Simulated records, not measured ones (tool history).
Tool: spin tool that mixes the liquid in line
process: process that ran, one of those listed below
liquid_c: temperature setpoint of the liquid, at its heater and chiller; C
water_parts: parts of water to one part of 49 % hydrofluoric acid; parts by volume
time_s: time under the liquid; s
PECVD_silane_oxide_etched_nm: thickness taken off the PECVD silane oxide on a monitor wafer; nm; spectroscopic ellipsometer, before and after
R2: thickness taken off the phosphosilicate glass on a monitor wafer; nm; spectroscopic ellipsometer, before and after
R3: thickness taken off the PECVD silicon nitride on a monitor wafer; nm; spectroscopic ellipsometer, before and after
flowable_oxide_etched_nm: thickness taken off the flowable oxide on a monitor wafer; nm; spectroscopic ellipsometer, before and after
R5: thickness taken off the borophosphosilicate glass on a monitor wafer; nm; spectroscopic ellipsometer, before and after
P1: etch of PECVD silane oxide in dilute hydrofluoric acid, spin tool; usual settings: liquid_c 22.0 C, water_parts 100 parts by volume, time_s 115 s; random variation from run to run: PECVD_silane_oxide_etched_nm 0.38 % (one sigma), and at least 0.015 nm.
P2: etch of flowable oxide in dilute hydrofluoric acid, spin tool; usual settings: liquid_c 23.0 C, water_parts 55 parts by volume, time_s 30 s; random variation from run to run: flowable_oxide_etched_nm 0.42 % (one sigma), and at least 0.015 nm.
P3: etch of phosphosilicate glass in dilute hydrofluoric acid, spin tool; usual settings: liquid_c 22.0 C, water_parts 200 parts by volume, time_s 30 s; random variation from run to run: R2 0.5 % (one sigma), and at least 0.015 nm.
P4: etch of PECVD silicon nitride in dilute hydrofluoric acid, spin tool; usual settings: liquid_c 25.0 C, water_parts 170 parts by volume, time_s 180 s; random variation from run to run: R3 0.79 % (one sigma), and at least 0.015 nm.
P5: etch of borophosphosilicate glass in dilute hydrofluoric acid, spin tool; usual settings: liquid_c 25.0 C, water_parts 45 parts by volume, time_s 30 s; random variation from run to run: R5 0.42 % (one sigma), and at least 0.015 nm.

run 1 hour=13.5 | process=P1 liquid_c=22.0 water_parts=100 time_s=115 | PECVD_silane_oxide_etched_nm=16.4170
run 2 hour=28.0 | process=P1 liquid_c=22.0 water_parts=100 time_s=210 | PECVD_silane_oxide_etched_nm=30.0210
run 3 hour=43.2 | process=P1 liquid_c=28.5 water_parts=100 time_s=115 | PECVD_silane_oxide_etched_nm=21.0830
run 4 hour=58.5 | process=P3 liquid_c=22.0 water_parts=95 time_s=30 | R2=35.8420
run 5 hour=67.6 | process=P1 liquid_c=22.0 water_parts=100 time_s=115 | PECVD_silane_oxide_etched_nm=16.4140
run 6 hour=79.0 | process=P4 liquid_c=18.0 water_parts=170 time_s=180 | R3=2.0703
run 7 hour=86.6 | process=P1 liquid_c=26.5 water_parts=100 time_s=20 | PECVD_silane_oxide_etched_nm=3.3706
run 8 hour=94.6 | process=P4 liquid_c=25.0 water_parts=170 time_s=360 | R3=6.5197
run 9 hour=103.0 | process=P2 liquid_c=23.0 water_parts=55 time_s=30 | flowable_oxide_etched_nm=26.290
run 10 hour=115.8 | process=P5 liquid_c=25.0 water_parts=45 time_s=30 | R5=23.856
run 11 hour=127.2 | process=P1 liquid_c=22.0 water_parts=100 time_s=115 | PECVD_silane_oxide_etched_nm=16.2560
run 12 hour=142.4 | process=P1 liquid_c=22.0 water_parts=170 time_s=115 | PECVD_silane_oxide_etched_nm=8.8460
run 13 hour=149.9 | process=P5 liquid_c=25.0 water_parts=45 time_s=60 | R5=48.071
run 14 hour=163.0 | process=P4 liquid_c=25.0 water_parts=170 time_s=180 | R3=3.1979
run 15 hour=176.1 | process=P1 liquid_c=22.0 water_parts=100 time_s=45 | PECVD_silane_oxide_etched_nm=6.3747
run 16 hour=183.2 | process=P1 liquid_c=22.0 water_parts=100 time_s=115 | PECVD_silane_oxide_etched_nm=16.3960
run 17 hour=193.4 | process=P5 liquid_c=25.0 water_parts=25 time_s=30 | R5=44.432
run 18 hour=202.9 | process=P5 liquid_c=33.0 water_parts=45 time_s=30 | R5=32.760
run 19 hour=216.8 | process=P2 liquid_c=31.0 water_parts=55 time_s=30 | flowable_oxide_etched_nm=36.473
run 20 hour=230.2 | process=P3 liquid_c=22.0 water_parts=200 time_s=30 | R2=15.1820
run 21 hour=240.0 | process=P4 liquid_c=25.0 water_parts=170 time_s=180 | R3=3.2680
run 22 hour=248.5 | process=P2 liquid_c=23.0 water_parts=80 time_s=30 | flowable_oxide_etched_nm=17.634
run 23 hour=261.2 | process=P1 liquid_c=22.0 water_parts=55 time_s=195 | PECVD_silane_oxide_etched_nm=53.2190
run 24 hour=270.0 | process=P1 liquid_c=22.0 water_parts=40 time_s=115 | PECVD_silane_oxide_etched_nm=43.9590
run 25 hour=277.8 | process=P1 liquid_c=22.0 water_parts=100 time_s=115 | PECVD_silane_oxide_etched_nm=16.3190
run 26 hour=287.1 | process=P1 liquid_c=22.0 water_parts=100 time_s=115 | PECVD_silane_oxide_etched_nm=16.3170
run 27 hour=296.6 | process=P4 liquid_c=25.0 water_parts=65 time_s=180 | R3=8.4694
run 28 hour=305.5 | process=P2 liquid_c=23.0 water_parts=55 time_s=50 | flowable_oxide_etched_nm=44.095
run 29 hour=312.8 | process=P1 liquid_c=22.0 water_parts=160 time_s=180 | PECVD_silane_oxide_etched_nm=14.9640
run 30 hour=325.8 | process=P1 liquid_c=17.0 water_parts=100 time_s=115 | PECVD_silane_oxide_etched_nm=13.3110
run 31 hour=335.0 | process=P3 liquid_c=28.5 water_parts=200 time_s=30 | R2=19.4030
run 32 hour=350.7 | process=P3 liquid_c=22.0 water_parts=200 time_s=15 | R2=7.6035
run 33 hour=367.0 | process=P1 liquid_c=22.0 water_parts=100 time_s=115 | PECVD_silane_oxide_etched_nm=16.2920
run 34 hour=380.7 | process=P1 liquid_c=22.0 water_parts=100 time_s=115 | PECVD_silane_oxide_etched_nm=16.9190
run 35 hour=390.5 | process=P1 liquid_c=22.0 water_parts=100 time_s=115 | PECVD_silane_oxide_etched_nm=16.9380
run 36 hour=404.9 | process=P1 liquid_c=22.0 water_parts=100 time_s=115 | PECVD_silane_oxide_etched_nm=17.2010
run 37 hour=417.1 | process=P1 liquid_c=22.0 water_parts=100 time_s=115 | PECVD_silane_oxide_etched_nm=17.3820
run 38 hour=430.3 | process=P1 liquid_c=22.0 water_parts=100 time_s=115 | PECVD_silane_oxide_etched_nm=17.4230
run 39 hour=446.0 | process=P1 liquid_c=22.0 water_parts=100 time_s=115 | PECVD_silane_oxide_etched_nm=17.5720
run 40 hour=458.3 | process=P1 liquid_c=22.0 water_parts=100 time_s=115 | PECVD_silane_oxide_etched_nm=17.4570

What P1 gives has crept away from where it was. These 2 causes fit the log equally well, each at the size given:
A: hydrofluoric acid flow above the setpoint (%) = 6.29
B: liquid hotter than its thermometer reads (K) = 1.7
The creep began at about hour 367.0.

4 check runs are offered, each on 2 wafers whose results are averaged, their results left as question marks. Which one tells the causes apart?
run check 1 hour=470.6 | process=P4 liquid_c=25.0 water_parts=170 time_s=245 | R3=?
run check 2 hour=470.6 | process=P3 liquid_c=26.0 water_parts=105 time_s=30 | R2=?
run check 3 hour=470.6 | process=P5 liquid_c=30.0 water_parts=45 time_s=30 | R5=?
run check 4 hour=470.6 | process=P2 liquid_c=30.0 water_parts=55 time_s=30 | flowable_oxide_etched_nm=?

What each check would give under each cause:
check=check_1 result=R3 if_A=4.7029 if_B=4.9261
check=check_2 result=R2 if_A=40.3280 if_B=40.1840
check=check_3 result=R5 if_A=31.175 if_B=31.222
check=check_4 result=flowable_oxide_etched_nm if_A=37.525 if_B=37.527
How far apart the two closest causes lie, in the result that separates them most: check 1 4.64 %; check 2 0.36 %; check 3 0.15 %; check 4 0.01 %
Only check 1 tells the causes apart: in the others they would give nearly the same result.

Then check 1 was run and gave: R3 4.6963 nm. Which cause is it?

It is A: hydrofluoric acid flow above the setpoint (%).

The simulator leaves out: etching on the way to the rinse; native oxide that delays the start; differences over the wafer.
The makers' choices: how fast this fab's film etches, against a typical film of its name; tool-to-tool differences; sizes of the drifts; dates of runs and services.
